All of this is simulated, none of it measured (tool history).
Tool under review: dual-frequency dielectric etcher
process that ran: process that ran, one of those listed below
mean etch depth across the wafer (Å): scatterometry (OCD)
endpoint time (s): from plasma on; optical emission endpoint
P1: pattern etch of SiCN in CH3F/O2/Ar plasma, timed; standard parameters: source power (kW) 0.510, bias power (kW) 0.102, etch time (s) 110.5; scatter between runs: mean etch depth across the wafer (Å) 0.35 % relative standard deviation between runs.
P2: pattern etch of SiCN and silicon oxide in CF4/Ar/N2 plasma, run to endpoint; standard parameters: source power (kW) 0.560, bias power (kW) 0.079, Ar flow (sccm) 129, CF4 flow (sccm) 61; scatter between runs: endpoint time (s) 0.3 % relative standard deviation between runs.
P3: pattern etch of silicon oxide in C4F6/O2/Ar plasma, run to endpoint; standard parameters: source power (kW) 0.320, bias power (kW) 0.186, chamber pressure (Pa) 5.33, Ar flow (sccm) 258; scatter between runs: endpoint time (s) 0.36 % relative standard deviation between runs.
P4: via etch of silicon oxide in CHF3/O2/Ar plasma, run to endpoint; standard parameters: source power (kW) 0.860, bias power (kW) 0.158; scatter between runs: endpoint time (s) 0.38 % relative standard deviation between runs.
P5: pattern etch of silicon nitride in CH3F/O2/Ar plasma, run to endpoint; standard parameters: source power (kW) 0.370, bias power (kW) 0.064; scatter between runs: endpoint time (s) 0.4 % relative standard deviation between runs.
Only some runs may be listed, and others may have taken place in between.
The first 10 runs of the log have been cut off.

| run | day | process that ran | source power (kW) | bias power (kW) | etch time (s) | chamber pressure (Pa) | Ar flow (sccm) | CF4 flow (sccm) | mean etch depth across the wafer (Å) | endpoint time (s) |
|---|---|---|---|---|---|---|---|---|---|---|
| 11 | 3.588 | P1 | 0.510 | 0.102 | 110.5 |  |  |  | 507.55 |  |
| 12 | 3.821 | P2 | 0.560 | 0.079 |  |  | 129 | 61 |  | 9.7527 |
| 13 | 4.142 | P1 | 0.370 | 0.102 | 110.5 |  |  |  | 449.17 |  |
| 14 | 4.467 | P3 | 0.320 | 0.135 |  | 5.33 | 258 |  |  | 15.0920 |
| 15 | 4.883 | P1 | 0.360 | 0.135 | 110.5 |  |  |  | 499.92 |  |
| 16 | 5.250 | P1 | 0.650 | 0.102 | 110.5 |  |  |  | 556.82 |  |
| 17 | 5.458 | P1 | 0.510 | 0.131 | 110.5 |  |  |  | 559.97 |  |
| 18 | 5.717 | P3 | 0.320 | 0.186 |  | 7.13 | 258 |  |  | 14.1380 |
| 19 | 6.058 | P4 | 0.860 | 0.158 |  |  |  |  |  | 387.3400 |
| 20 | 6.288 | P2 | 0.560 | 0.094 |  |  | 129 | 61 |  | 9.1005 |
| 21 | 6.708 | P1 | 0.510 | 0.067 | 75.5 |  |  |  | 299.29 |  |
| 22 | 6.996 | P1 | 0.510 | 0.102 | 110.5 |  |  |  | 506.40 |  |
| 23 | 7.408 | P4 | 0.860 | 0.214 |  |  |  |  |  | 350.2900 |
|  | 7.767 | wet clean of the chamber |
| 24 | 7.788 | P3 | 0.320 | 0.186 |  | 5.33 | 342 |  |  | 13.9530 |
| 25 | 8.133 | P2 | 0.560 | 0.079 |  |  | 166 | 61 |  | 10.1080 |
| 26 | 8.508 | P4 | 0.860 | 0.158 |  |  |  |  |  | 386.1100 |
| 27 | 8.879 | P3 | 0.200 | 0.186 |  | 5.33 | 258 |  |  | 16.3690 |
| 28 | 9.292 | P1 | 0.510 | 0.102 | 158.0 |  |  |  | 726.56 |  |
| 29 | 9.650 | P5 | 0.370 | 0.078 |  |  |  |  |  | 27.5040 |
| 30 | 10.004 | P2 | 0.560 | 0.079 |  |  | 129 | 81 |  | 9.3025 |

Forecast run 31:
| 31 | 10.404 | P1 | 0.510 | 0.102 | 110.5 |  |  |  | ? |  |

Run 31 measured mean etch depth across the wafer (Å) 510.48.
